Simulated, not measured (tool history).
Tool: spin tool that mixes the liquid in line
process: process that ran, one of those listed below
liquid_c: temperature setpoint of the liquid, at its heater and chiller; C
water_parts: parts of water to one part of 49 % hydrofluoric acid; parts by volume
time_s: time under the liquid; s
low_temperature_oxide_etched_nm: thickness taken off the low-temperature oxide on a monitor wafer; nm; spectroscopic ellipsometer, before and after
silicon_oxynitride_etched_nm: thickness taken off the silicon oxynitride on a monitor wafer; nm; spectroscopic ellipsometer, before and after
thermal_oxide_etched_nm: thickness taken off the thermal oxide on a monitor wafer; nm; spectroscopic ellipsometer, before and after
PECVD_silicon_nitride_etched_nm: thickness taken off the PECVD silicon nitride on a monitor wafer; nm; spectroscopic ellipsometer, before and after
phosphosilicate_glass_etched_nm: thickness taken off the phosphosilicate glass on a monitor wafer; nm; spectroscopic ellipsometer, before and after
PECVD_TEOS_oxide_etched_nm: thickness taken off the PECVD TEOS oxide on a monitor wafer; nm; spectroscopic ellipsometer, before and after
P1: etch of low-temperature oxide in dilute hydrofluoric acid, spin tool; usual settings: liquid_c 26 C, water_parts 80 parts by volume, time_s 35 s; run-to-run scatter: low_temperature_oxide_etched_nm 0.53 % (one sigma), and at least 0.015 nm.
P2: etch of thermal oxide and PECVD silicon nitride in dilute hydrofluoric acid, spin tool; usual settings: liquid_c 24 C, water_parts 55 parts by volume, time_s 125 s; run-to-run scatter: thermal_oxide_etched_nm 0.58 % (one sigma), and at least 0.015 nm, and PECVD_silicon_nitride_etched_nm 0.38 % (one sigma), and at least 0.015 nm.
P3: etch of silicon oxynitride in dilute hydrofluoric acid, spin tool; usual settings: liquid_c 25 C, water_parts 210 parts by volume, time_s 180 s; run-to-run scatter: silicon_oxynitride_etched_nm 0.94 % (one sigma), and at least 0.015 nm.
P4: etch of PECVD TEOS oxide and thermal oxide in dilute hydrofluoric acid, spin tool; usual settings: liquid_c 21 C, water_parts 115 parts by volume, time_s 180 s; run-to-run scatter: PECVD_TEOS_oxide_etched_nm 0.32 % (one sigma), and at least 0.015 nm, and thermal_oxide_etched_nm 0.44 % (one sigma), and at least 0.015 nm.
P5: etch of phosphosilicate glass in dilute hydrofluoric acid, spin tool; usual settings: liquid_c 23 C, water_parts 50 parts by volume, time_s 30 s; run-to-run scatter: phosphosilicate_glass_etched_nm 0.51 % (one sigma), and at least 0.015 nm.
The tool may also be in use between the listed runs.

| run | day | process | liquid_c | water_parts | time_s | hours since the thermometer was replaced | hours since the hydrofluoric acid flow meter was replaced | low_temperature_oxide_etched_nm | silicon_oxynitride_etched_nm | thermal_oxide_etched_nm | PECVD_silicon_nitride_etched_nm | phosphosilicate_glass_etched_nm | PECVD_TEOS_oxide_etched_nm |
|---|---|---|---|---|---|---|---|---|---|---|---|---|---|
| 1 | 0.171 | P1 | 26 | 80 | 35 | 312.7 | 80.5 | 5.0867 |  |  |  |  |  |
| 2 | 0.304 | P3 | 17.5 | 210 | 180 | 315.9 | 83.7 |  | 1.5511 |  |  |  |  |
| 3 | 0.538 | P2 | 17 | 55 | 125 | 321.5 | 89.3 |  |  | 8.965 | 7.6421 |  |  |
| 4 | 0.754 | P5 | 23 | 50 | 30 | 326.7 | 94.5 |  |  |  |  | 96.951 |  |
| 5 | 0.883 | P5 | 23 | 30 | 30 | 329.8 | 97.6 |  |  |  |  | 166.31 |  |
| 6 | 1.096 | P4 | 21 | 115 | 80 | 334.9 | 102.7 |  |  | 2.8971 |  |  | 11.355 |
| 7 | 1.321 | P5 | 18.5 | 50 | 30 | 340.3 | 108.1 |  |  |  |  | 79.515 |  |
| 8 | 1.554 | P3 | 25 | 210 | 270 | 345.9 | 113.7 |  | 3.2271 |  |  |  |  |
| 9 | 1.738 | P2 | 24 | 55 | 25 | 350.3 | 118.1 |  |  | 2.4182 | 2.4643 |  |  |
| 10 | 2 | P2 | 24 | 55 | 125 | 356.6 | 124.4 |  |  | 12.103 | 12.431 |  |  |
| 11 | 2.217 | P1 | 26 | 80 | 15 | 361.8 | 129.6 | 2.18 |  |  |  |  |  |
| 12 | 2.467 | P4 | 21 | 115 | 180 | 367.8 | 135.6 |  |  | 6.5937 |  |  | 25.428 |
| 13 | 2.625 | P2 | 24 | 30 | 125 | 371.6 | 139.4 |  |  | 22.681 | 22.436 |  |  |
| 14 | 2.783 | P1 | 26 | 80 | 35 | 375.4 | 143.2 | 5.0676 |  |  |  |  |  |
| 15 | 2.942 | P4 | 27.5 | 115 | 180 | 379.2 | 147 |  |  | 8.3533 |  |  | 32.622 |
| 16 | 3.108 | P1 | 26 | 80 | 55 | 383.2 | 151 | 7.9515 |  |  |  |  |  |
| 17 | 3.258 | P1 | 26 | 80 | 35 | 386.8 | 154.6 | 5.0624 |  |  |  |  |  |
| 18 | 3.404 | P4 | 21 | 210 | 180 | 390.3 | 158.1 |  |  | 3.2453 |  |  | 12.559 |
| 19 | 3.588 | P1 | 26 | 45 | 20 | 394.7 | 162.5 | 5.3983 |  |  |  |  |  |
| 20 | 3.825 | P1 | 26 | 20 | 35 | 400.4 | 168.2 | 22.038 |  |  |  |  |  |
| 21 | 4 | P1 | 26 | 145 | 35 | 404.6 | 172.4 | 2.5545 |  |  |  |  |  |
| 22 | 4.142 | P1 | 26 | 80 | 35 | 408 | 175.8 | 5.0454 |  |  |  |  |  |
| 23 | 4.388 | P1 | 19.5 | 80 | 35 | 413.9 | 181.7 | 3.8682 |  |  |  |  |  |
| 24 | 4.508 | P5 | 23 | 50 | 50 | 416.8 | 184.6 |  |  |  |  | 159.36 |  |
|  | 4.725 | hydrofluoric acid flow meter replaced |
| 25 | 4.762 | P1 | 32.5 | 80 | 15 | 422.9 | 1 | 2.8166 |  |  |  |  |  |
| 26 | 5.025 | P2 | 24 | 55 | 125 | 429.2 | 7.3 |  |  | 11.955 | 12.489 |  |  |
| 27 | 5.258 | P3 | 25 | 75 | 180 | 434.8 | 12.9 |  | 6.6449 |  |  |  |  |
| 28 | 5.504 | P1 | 33.5 | 80 | 35 | 440.7 | 18.8 | 6.7079 |  |  |  |  |  |

Forecast run 29:
| 29 | 5.754 | P3 | 25 | 210 | 180 | 446.7 | 24.8 |  | ? |  |  |  |  |

Run 29 gave silicon_oxynitride_etched_nm 2.1536 nm.
